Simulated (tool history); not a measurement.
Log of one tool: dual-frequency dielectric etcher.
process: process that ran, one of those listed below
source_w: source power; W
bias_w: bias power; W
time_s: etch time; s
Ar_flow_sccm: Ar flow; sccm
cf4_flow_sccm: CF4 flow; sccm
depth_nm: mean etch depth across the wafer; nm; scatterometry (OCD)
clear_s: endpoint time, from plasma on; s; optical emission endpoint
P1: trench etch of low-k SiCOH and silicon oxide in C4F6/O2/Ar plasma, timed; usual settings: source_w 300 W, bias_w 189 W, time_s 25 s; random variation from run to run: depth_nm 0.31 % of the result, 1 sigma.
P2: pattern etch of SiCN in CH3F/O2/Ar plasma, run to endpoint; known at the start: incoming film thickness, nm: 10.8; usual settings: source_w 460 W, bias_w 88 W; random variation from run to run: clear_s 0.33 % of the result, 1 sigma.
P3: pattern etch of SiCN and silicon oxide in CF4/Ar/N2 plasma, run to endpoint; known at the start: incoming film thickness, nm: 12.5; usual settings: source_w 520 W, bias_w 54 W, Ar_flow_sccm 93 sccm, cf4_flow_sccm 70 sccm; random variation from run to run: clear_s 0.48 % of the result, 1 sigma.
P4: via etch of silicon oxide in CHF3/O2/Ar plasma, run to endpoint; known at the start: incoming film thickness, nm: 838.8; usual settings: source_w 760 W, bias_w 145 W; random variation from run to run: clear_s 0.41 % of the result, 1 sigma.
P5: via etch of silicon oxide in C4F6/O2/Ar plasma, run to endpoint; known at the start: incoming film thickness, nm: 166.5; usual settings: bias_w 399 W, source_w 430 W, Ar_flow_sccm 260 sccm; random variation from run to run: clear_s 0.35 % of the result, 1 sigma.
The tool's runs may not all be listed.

| run | hour | process | source_w | bias_w | time_s | Ar_flow_sccm | cf4_flow_sccm | depth_nm | clear_s |
|---|---|---|---|---|---|---|---|---|---|
| 1 | 8.9 | P1 | 300 | 189 | 25 |  |  | 67.424 |  |
| 2 | 23.3 | P1 | 300 | 125 | 33.5 |  |  | 78.977 |  |
| 3 | 34.7 | P5 | 430 | 399 |  | 160 |  |  | 37.523 |
| 4 | 50 | P2 | 460 | 88 |  |  |  |  | 26.215 |
| 5 | 62 | P1 | 180 | 261 | 25 |  |  | 61.917 |  |
| 6 | 70.3 | P1 | 190 | 189 | 17 |  |  | 38.557 |  |
|  | 83.9 | wet clean of the chamber |
| 7 | 86.1 | P3 | 520 | 54 |  | 93 | 70 |  | 13.854 |
| 8 | 100.1 | P3 | 520 | 72 |  | 93 | 70 |  | 12.76 |
| 9 | 116.2 | P1 | 300 | 189 | 35.5 |  |  | 95.782 |  |
| 10 | 123.9 | P5 | 430 | 399 |  | 260 |  |  | 39.574 |
| 11 | 138.9 | P1 | 300 | 189 | 18.5 |  |  | 49.783 |  |
| 12 | 153.6 | P3 | 690 | 54 |  | 93 | 70 |  | 10.773 |
| 13 | 168.5 | P5 | 330 | 399 |  | 260 |  |  | 43.504 |
| 14 | 176.2 | P2 | 460 | 124 |  |  |  |  | 22.999 |
| 15 | 189.7 | P2 | 460 | 88 |  |  |  |  | 26.085 |
| 16 | 202.9 | P1 | 300 | 248 | 25 |  |  | 73.811 |  |
| 17 | 214.1 | P3 | 520 | 54 |  | 93 | 70 |  | 13.847 |
| 18 | 226.8 | P4 | 760 | 201 |  |  |  |  | 370.07 |
| 19 | 238.8 | P1 | 300 | 189 | 25 |  |  | 67.362 |  |
| 20 | 254.9 | P1 | 220 | 189 | 25 |  |  | 59.567 |  |
| 21 | 264.4 | P5 | 430 | 541 |  | 260 |  |  | 34.959 |
| 22 | 274.4 | P1 | 300 | 189 | 25 |  |  | 67.411 |  |
|  | 280.7 | bias power generator calibrated |
| 23 | 282.4 | P3 | 520 | 54 |  | 112 | 70 |  | 14.401 |
| 24 | 293.9 | P4 | 1030 | 145 |  |  |  |  | 366.6 |
| 25 | 308.6 | P2 | 630 | 88 |  |  |  |  | 23.369 |
| 26 | 324.3 | P4 | 760 | 145 |  |  |  |  | 413.61 |
| 27 | 337.6 | P5 | 430 | 399 |  | 260 |  |  | 39.417 |
| 28 | 348 | P3 | 520 | 54 |  | 93 | 42 |  | 15.359 |
| 29 | 364.1 | P1 | 300 | 130 | 25 |  |  | 60.099 |  |
| 30 | 379 | P1 | 390 | 189 | 25 |  |  | 74.066 |  |
| 31 | 388.2 | P1 | 300 | 189 | 25 |  |  | 67.087 |  |
| 32 | 402.1 | P1 | 300 | 189 | 25 |  |  | 67.48 |  |
| 33 | 414.8 | P1 | 300 | 189 | 25 |  |  | 66.383 |  |
| 34 | 427.9 | P1 | 300 | 189 | 25 |  |  | 66.772 |  |
| 35 | 439.1 | P1 | 300 | 189 | 25 |  |  | 66.414 |  |
| 36 | 449 | P1 | 300 | 189 | 25 |  |  | 66.184 |  |
|  | 455.4 | wet clean of the chamber |
| 37 | 463.5 | P1 | 300 | 189 | 25 |  |  | 66.384 |  |
| 38 | 473.4 | P1 | 300 | 189 | 25 |  |  | 66.172 |  |
| 39 | 483.8 | P1 | 300 | 189 | 25 |  |  | 66.059 |  |

What P1 gives has crept away from where it was. These 2 causes fit the log equally well, each at the size given:
A: bias power that arrives under what is set, % = 4.71
B: source power that arrives under what is set, % = 3.97
The creep began at about hour 402.1.
Why every other cause is out:
chamber walls in a state that lowers the etch rate, %: serviced at hour 455.4, which brought nothing back

4 check runs are offered, each on 3 wafers whose results are averaged, their results left as question marks. Which one tells the causes apart?
| check 1 | 494.2 | P3 | 650 | 71 |  | 93 | 70 |  | ? |
| check 2 | 494.2 | P4 | 950 | 168 |  |  |  |  | ? |
| check 3 | 494.2 | P2 | 610 | 123 |  |  |  |  | ? |
| check 4 | 494.2 | P5 | 430 | 514 |  | 171 |  |  | ? |

What each check would give under each cause:
| check | result | if A | if B |
|---|---|---|---|
| check 1 | clear_s | 10.676 | 10.896 |
| check 2 | clear_s | 365.54 | 365.66 |
| check 3 | clear_s | 21.179 | 21.107 |
| check 4 | clear_s | 34.881 | 34.774 |
How far apart the two closest causes lie, in the result that separates them most: check 1 2.04 %; check 2 0.03 %; check 3 0.34 %; check 4 0.31 %
Only check 1 tells the causes apart: in the others they would give nearly the same result.

Check 1 was then run and gave: clear_s 10.886 s. Which cause is it?

It is B: source power that arrives under what is set, %.

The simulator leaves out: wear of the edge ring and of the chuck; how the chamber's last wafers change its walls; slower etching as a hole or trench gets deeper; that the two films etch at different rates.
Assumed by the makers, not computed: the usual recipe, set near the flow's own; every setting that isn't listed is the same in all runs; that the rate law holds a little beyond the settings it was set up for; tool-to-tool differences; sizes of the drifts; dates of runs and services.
